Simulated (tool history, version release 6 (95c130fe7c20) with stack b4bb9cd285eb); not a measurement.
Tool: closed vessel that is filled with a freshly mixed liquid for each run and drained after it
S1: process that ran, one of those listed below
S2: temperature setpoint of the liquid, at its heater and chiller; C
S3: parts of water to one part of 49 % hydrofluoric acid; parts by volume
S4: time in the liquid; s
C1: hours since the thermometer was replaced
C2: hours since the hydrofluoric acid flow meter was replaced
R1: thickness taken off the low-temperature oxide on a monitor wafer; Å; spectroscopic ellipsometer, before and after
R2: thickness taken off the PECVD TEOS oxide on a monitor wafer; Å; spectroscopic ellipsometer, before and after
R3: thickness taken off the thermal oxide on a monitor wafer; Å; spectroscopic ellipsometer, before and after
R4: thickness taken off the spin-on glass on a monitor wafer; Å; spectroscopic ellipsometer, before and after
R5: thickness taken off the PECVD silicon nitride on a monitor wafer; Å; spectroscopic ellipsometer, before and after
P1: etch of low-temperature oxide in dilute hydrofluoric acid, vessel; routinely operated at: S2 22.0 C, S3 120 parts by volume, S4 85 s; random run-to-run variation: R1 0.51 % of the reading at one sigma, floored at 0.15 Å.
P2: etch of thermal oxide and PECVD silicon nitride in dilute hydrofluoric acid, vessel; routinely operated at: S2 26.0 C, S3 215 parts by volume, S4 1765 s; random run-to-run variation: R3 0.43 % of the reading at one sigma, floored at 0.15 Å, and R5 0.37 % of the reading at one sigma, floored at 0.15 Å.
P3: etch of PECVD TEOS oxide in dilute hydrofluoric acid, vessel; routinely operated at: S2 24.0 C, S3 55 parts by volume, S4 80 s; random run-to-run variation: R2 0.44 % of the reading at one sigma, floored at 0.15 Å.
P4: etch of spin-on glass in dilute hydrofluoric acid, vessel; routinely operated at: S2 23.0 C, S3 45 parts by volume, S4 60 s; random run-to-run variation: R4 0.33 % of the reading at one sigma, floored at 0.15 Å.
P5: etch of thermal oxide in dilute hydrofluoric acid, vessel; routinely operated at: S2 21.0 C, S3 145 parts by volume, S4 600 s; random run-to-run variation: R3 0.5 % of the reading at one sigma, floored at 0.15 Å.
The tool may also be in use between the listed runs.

| run | hour | S1 | S2 | S3 | S4 | C1 | C2 | R1 | R2 | R3 | R4 | R5 |
|---|---|---|---|---|---|---|---|---|---|---|---|---|
| 1 | 4.7 | P1 | 22.0 | 120 | 85 | 526.7 | 96.7 | 75.607 |  |  |  |  |
| 2 | 10.4 | P1 | 22.0 | 120 | 30 | 532.4 | 102.4 | 26.714 |  |  |  |  |
| 3 | 14.9 | P1 | 22.0 | 120 | 85 | 536.9 | 106.9 | 75.700 |  |  |  |  |
| 4 | 17.9 | P3 | 24.0 | 85 | 80 | 539.9 | 109.9 |  | 155.18 |  |  |  |
| 5 | 22.0 | P3 | 24.0 | 55 | 80 | 544.0 | 114.0 |  | 250.63 |  |  |  |
| 6 | 24.8 | P5 | 21.0 | 45 | 600 | 546.8 | 116.8 |  |  | 584.05 |  |  |
| 7 | 29.5 | P1 | 22.0 | 120 | 85 | 551.5 | 121.5 | 75.275 |  |  |  |  |
| 8 | 32.2 | P5 | 21.0 | 145 | 600 | 554.2 | 124.2 |  |  | 160.77 |  |  |
| 9 | 35.1 | P1 | 22.0 | 120 | 85 | 557.1 | 127.1 | 75.013 |  |  |  |  |
|  | 36.9 | hydrofluoric acid flow meter replaced |
| 10 | 39.3 | P1 | 17.0 | 120 | 85 | 561.3 | 2.4 | 61.776 |  |  |  |  |
| 11 | 42.0 | P1 | 22.0 | 55 | 85 | 564.0 | 5.1 | 177.600 |  |  |  |  |
| 12 | 47.2 | P1 | 17.0 | 160 | 85 | 569.2 | 10.3 | 44.628 |  |  |  |  |
| 13 | 52.1 | P4 | 23.0 | 30 | 60 | 574.1 | 15.2 |  |  |  | 1083.30 |  |
| 14 | 57.7 | P2 | 26.0 | 95 | 1765 | 579.7 | 20.8 |  |  | 973.19 |  | 1215.80 |
| 15 | 63.3 | P1 | 22.0 | 120 | 160 | 585.3 | 26.4 | 141.660 |  |  |  |  |
| 16 | 65.9 | P3 | 29.5 | 55 | 80 | 587.9 | 29.0 |  | 311.97 |  |  |  |
|  | 70.0 | thermometer replaced |
| 17 | 70.3 | P1 | 22.0 | 180 | 85 | 0.3 | 33.4 | 46.851 |  |  |  |  |
| 18 | 73.6 | P5 | 29.0 | 145 | 600 | 3.6 | 36.7 |  |  | 217.80 |  |  |
| 19 | 79.0 | P5 | 21.0 | 145 | 1165 | 9.0 | 42.1 |  |  | 314.72 |  |  |
| 20 | 84.5 | P4 | 23.0 | 45 | 30 | 14.5 | 47.6 |  |  |  | 353.23 |  |
| 21 | 89.4 | P1 | 22.0 | 120 | 85 | 19.4 | 52.5 | 75.504 |  |  |  |  |
| 22 | 92.6 | P4 | 23.0 | 45 | 60 | 22.6 | 55.7 |  |  |  | 709.40 |  |
| 23 | 97.4 | P2 | 26.0 | 215 | 1765 | 27.4 | 60.5 |  |  | 373.58 |  | 540.45 |
| 24 | 101.9 | P3 | 24.0 | 55 | 145 | 31.9 | 65.0 |  | 455.52 |  |  |  |
| 25 | 105.5 | P2 | 26.0 | 215 | 2555 | 35.5 | 68.6 |  |  | 540.73 |  | 781.49 |
| 26 | 111.0 | P2 | 33.0 | 215 | 1765 | 41.0 | 74.1 |  |  | 477.32 |  | 821.27 |
| 27 | 115.8 | P2 | 26.0 | 215 | 1765 | 45.8 | 78.9 |  |  | 376.20 |  | 537.26 |
| 28 | 119.3 | P5 | 21.0 | 145 | 600 | 49.3 | 82.4 |  |  | 161.30 |  |  |
| 29 | 122.0 | P4 | 28.0 | 45 | 60 | 52.0 | 85.1 |  |  |  | 875.17 |  |
| 30 | 126.8 | P1 | 28.0 | 120 | 150 | 56.8 | 89.9 | 168.380 |  |  |  |  |

Run 31 is up next; what results do you expect?
| 31 | 131.3 | P4 | 23.0 | 45 | 60 | 61.3 | 94.4 |  |  |  | ? |  |

For run 31 the tool returned R4 712.27 Å.
